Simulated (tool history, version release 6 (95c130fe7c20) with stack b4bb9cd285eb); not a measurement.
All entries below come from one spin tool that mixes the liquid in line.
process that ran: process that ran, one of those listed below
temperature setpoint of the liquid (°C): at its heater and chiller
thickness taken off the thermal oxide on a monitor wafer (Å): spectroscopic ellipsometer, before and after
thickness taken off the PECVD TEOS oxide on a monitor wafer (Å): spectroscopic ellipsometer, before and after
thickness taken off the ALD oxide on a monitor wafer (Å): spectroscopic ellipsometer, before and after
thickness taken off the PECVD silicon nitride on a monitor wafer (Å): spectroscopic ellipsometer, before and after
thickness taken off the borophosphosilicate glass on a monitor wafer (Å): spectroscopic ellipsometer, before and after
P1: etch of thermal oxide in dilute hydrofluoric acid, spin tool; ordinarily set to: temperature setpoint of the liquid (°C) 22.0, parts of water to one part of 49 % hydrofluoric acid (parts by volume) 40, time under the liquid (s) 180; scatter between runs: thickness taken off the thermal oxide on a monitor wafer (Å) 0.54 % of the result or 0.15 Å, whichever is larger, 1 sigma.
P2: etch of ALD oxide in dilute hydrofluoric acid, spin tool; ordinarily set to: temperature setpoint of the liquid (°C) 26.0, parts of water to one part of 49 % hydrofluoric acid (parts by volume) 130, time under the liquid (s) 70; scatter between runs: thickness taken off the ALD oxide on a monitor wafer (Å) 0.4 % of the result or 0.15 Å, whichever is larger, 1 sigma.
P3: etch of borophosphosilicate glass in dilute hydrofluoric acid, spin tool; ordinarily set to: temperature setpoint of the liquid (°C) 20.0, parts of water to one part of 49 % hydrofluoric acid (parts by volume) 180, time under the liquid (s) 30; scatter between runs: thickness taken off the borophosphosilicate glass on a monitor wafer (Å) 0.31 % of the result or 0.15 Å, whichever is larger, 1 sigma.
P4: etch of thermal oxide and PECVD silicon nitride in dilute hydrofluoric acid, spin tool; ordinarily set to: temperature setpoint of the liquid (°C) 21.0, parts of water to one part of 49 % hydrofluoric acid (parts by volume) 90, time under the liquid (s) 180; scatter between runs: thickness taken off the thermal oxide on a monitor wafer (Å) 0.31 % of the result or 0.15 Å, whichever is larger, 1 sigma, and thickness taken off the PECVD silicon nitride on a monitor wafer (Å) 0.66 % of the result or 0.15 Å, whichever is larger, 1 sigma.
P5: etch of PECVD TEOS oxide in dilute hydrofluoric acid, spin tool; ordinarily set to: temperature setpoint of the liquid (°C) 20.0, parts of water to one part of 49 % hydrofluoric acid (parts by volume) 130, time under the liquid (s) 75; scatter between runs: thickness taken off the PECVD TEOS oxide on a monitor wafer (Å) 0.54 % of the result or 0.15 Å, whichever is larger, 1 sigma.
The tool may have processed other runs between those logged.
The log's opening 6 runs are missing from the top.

| run | day | process that ran | temperature setpoint of the liquid (°C) | parts of water to one part of 49 % hydrofluoric acid (parts by volume) | time under the liquid (s) | hours since the thermometer was replaced | hours since the hydrofluoric acid flow meter was replaced | thickness taken off the thermal oxide on a monitor wafer (Å) | thickness taken off the PECVD TEOS oxide on a monitor wafer (Å) | thickness taken off the ALD oxide on a monitor wafer (Å) | thickness taken off the PECVD silicon nitride on a monitor wafer (Å) | thickness taken off the borophosphosilicate glass on a monitor wafer (Å) |
|---|---|---|---|---|---|---|---|---|---|---|---|---|
| 7 | 3.675 | P2 | 21.0 | 130 | 70 | 1297.1 | 647.0 |  |  | 45.770 |  |  |
| 8 | 4.079 | P5 | 17.0 | 130 | 75 | 1306.8 | 656.7 |  | 70.833 |  |  |  |
| 9 | 4.721 | P4 | 21.0 | 90 | 335 | 1322.2 | 672.1 | 163.380 |  |  | 84.545 |  |
| 10 | 5.212 | P5 | 20.0 | 130 | 75 | 1334.0 | 683.9 |  | 79.821 |  |  |  |
| 11 | 5.612 | P2 | 26.0 | 130 | 70 | 1343.6 | 693.5 |  |  | 55.635 |  |  |
|  | 5.904 | thermometer replaced |
| 12 | 6.054 | P1 | 22.0 | 40 | 335 | 3.6 | 704.1 | 406.590 |  |  |  |  |
| 13 | 6.646 | P2 | 26.0 | 130 | 70 | 17.8 | 718.3 |  |  | 56.032 |  |  |
| 14 | 7.254 | P1 | 22.0 | 40 | 180 | 32.4 | 732.9 | 217.220 |  |  |  |  |
| 15 | 7.704 | P4 | 21.0 | 90 | 180 | 43.2 | 743.7 | 87.782 |  |  | 45.170 |  |
| 16 | 8.104 | P1 | 22.0 | 70 | 180 | 52.8 | 753.3 | 120.060 |  |  |  |  |
| 17 | 8.792 | P5 | 20.0 | 130 | 75 | 69.3 | 769.8 |  | 79.286 |  |  |  |
| 18 | 9.208 | P3 | 20.0 | 180 | 30 | 79.3 | 779.8 |  |  |  |  | 71.738 |
| 19 | 9.612 | P1 | 22.0 | 40 | 180 | 89.0 | 789.5 | 219.560 |  |  |  |  |
| 20 | 10.246 | P1 | 22.0 | 40 | 180 | 104.2 | 804.7 | 215.680 |  |  |  |  |
| 21 | 10.967 | P2 | 26.0 | 70 | 70 | 121.5 | 822.0 |  |  | 112.640 |  |  |

Predict the results of run 22:
| 22 | 11.700 | P3 | 20.0 | 65 | 30 | 139.1 | 839.6 |  |  |  |  | ? |

thickness taken off the borophosphosilicate glass on a monitor wafer (Å): 225.020

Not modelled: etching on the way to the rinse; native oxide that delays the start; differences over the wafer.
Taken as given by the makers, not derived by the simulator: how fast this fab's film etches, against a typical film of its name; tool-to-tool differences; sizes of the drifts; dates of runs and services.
